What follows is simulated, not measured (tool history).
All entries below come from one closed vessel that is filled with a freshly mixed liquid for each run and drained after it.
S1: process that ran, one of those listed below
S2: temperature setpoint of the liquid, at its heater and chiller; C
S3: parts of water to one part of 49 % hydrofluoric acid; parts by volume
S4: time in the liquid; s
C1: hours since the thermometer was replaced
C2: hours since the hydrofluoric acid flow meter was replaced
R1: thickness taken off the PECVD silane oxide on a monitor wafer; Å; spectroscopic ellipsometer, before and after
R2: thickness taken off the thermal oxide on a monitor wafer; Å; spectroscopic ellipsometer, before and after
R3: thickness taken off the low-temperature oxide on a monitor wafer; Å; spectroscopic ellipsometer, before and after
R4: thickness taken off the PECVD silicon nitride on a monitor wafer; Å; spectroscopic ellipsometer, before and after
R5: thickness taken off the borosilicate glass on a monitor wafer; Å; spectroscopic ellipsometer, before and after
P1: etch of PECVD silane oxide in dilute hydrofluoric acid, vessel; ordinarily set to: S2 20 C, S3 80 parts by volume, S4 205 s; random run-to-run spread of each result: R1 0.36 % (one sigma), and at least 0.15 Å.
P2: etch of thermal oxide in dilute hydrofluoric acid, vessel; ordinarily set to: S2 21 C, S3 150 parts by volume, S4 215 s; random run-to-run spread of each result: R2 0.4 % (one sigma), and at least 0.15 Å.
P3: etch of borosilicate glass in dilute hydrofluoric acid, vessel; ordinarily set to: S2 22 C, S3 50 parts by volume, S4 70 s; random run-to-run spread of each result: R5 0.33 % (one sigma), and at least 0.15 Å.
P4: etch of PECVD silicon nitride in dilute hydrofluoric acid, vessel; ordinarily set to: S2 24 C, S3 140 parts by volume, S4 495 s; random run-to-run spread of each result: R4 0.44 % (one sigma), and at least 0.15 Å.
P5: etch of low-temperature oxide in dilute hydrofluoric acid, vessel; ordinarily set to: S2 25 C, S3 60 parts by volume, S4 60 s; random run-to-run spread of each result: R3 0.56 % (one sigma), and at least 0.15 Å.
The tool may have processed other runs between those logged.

run	day	S1	S2	S3	S4	C1	C2	R1	R2	R3	R4	R5
1	0.721	P1	20	80	205	1515.1	307.7	495.86				
2	1.1	P2	17	150	215	1524.2	316.8		46.845			
3	1.808	P5	25	60	30	1541.2	333.8			103.56		
4	2.379	P2	21	150	215	1554.9	347.5		55.424			
5	3.154	P4	30.5	140	495	1573.5	366.1				92.455	
6	3.712	P5	25	60	60	1586.9	379.5			207.19		
7	4.154	P1	20	80	395	1597.5	390.1	956.3				
8	4.579	P3	22	85	70	1607.7	400.3					268.06
9	5.175	P2	21	75	215	1622	414.6		120.91			
10	5.942	P4	24	140	830	1640.4	433				104.57	
11	6.279	P1	17	80	205	1648.5	441.1	433.31				
12	6.7	P1	20	25	205	1658.6	451.2	1691.5				
13	7.35	P3	22	50	70	1674.2	466.8					474.9
14	7.95	P2	21	150	380	1688.6	481.2		98.403			
15	8.675	P3	22	50	30	1706	498.6					203.15
16	9.062	P1	20	80	205	1715.3	507.9	493.91				
17	9.588	P3	17	50	70	1727.9	520.5					385.82
18	10.312	P4	24	220	495	1745.3	537.9				39.846	
19	10.717	P1	20	80	205	1755	547.6	496.24				
20	11.058	P1	28	115	205	1763.2	555.8	449.22				
21	11.638	P5	25	60	60	1777.1	569.7			210.27		
22	11.992	P1	20	110	205	1785.6	578.2	346.19				
23	12.333	P1	27.5	80	205	1793.8	586.4	662.12				
24	12.688	P1	20	80	205	1802.3	594.9	492.58				
25	13.196	P1	20	45	50	1814.5	607.1	224.02				
26	13.879	P1	20	80	55	1830.9	623.5	132.32				
27	14.504	P5	25	30	60	1845.9	638.5			434.86		
28	15.117	P4	24	140	495	1860.6	653.2				62.467	
29	15.875	P5	18.5	60	60	1878.8	671.4			158.33		
30	16.479	P1	20	130	300	1893.3	685.9	418.77				
31	17.129	P1	20	80	205	1908.9	701.5	495.15				
32	17.808	P2	21	150	215	1925.2	717.8		55.694			
33	18.496	P4	24	140	495	1941.7	734.3				62.567	
34	18.929	P1	20	80	205	1952.1	744.7	491.56				
35	19.371	P1	20	80	205	1962.7	755.3	481.98				
36	19.967	P1	20	80	205	1977	769.6	469.44				
37	20.379	P1	20	80	205	1986.9	779.5	466.67				
38	21.004	P1	20	80	205	2001.9	794.5	456.18				
39	21.367	P1	20	80	205	2010.6	803.2	455.02				
40	22.029	P1	20	80	205	2026.5	819.1	452.35				
41	22.783	P1	20	80	205	2044.6	837.2	449.55				
42	23.188	P1	20	80	205	2054.3	846.9	449				
43	23.758	P1	20	80	205	2068	860.6	445.8				
44	24.142	P1	20	80	205	2077.2	869.8	445.96				
45	24.85	P1	20	80	205	2094.2	886.8	447.44				

Something has made what P1 gives creep away from where it was; the 2 causes below, each at its own stated size, fit the log equally well:
A: liquid colder than its thermometer reads (K) = 2.4
B: hydrofluoric acid flow below the setpoint (%) = 8.79
At approximately day 18.929, the process output began to creep.

Listed below are the offered check runs, one wafer per run, with question marks in place of results. For which of them would the causes give clearly different outcomes?
check 1	25.558	P5	25	60	60					?		
check 2	25.558	P2	21	150	215				?			
check 3	25.558	P4	24	140	495						?	
check 4	25.558	P3	22	50	70							?

What each check would give under each cause:
check	result	if A	if B
check 1	R3	189.47	189.18
check 2	R2	50.348	49.768
check 3	R4	53.101	56.729
check 4	R5	428.59	429.96
Distance between the nearest two causes, measured in the result of the check that separates them most: check 1 0.15 %; check 2 1.16 %; check 3 6.61 %; check 4 0.32 %
Check 3 tells the causes apart: in the others they would give nearly the same result.

The results of check 3 are: R4 57.326 Å. Based on these, which of the listed causes is it?

The correct cause is B, namely: hydrofluoric acid flow below the setpoint (%).
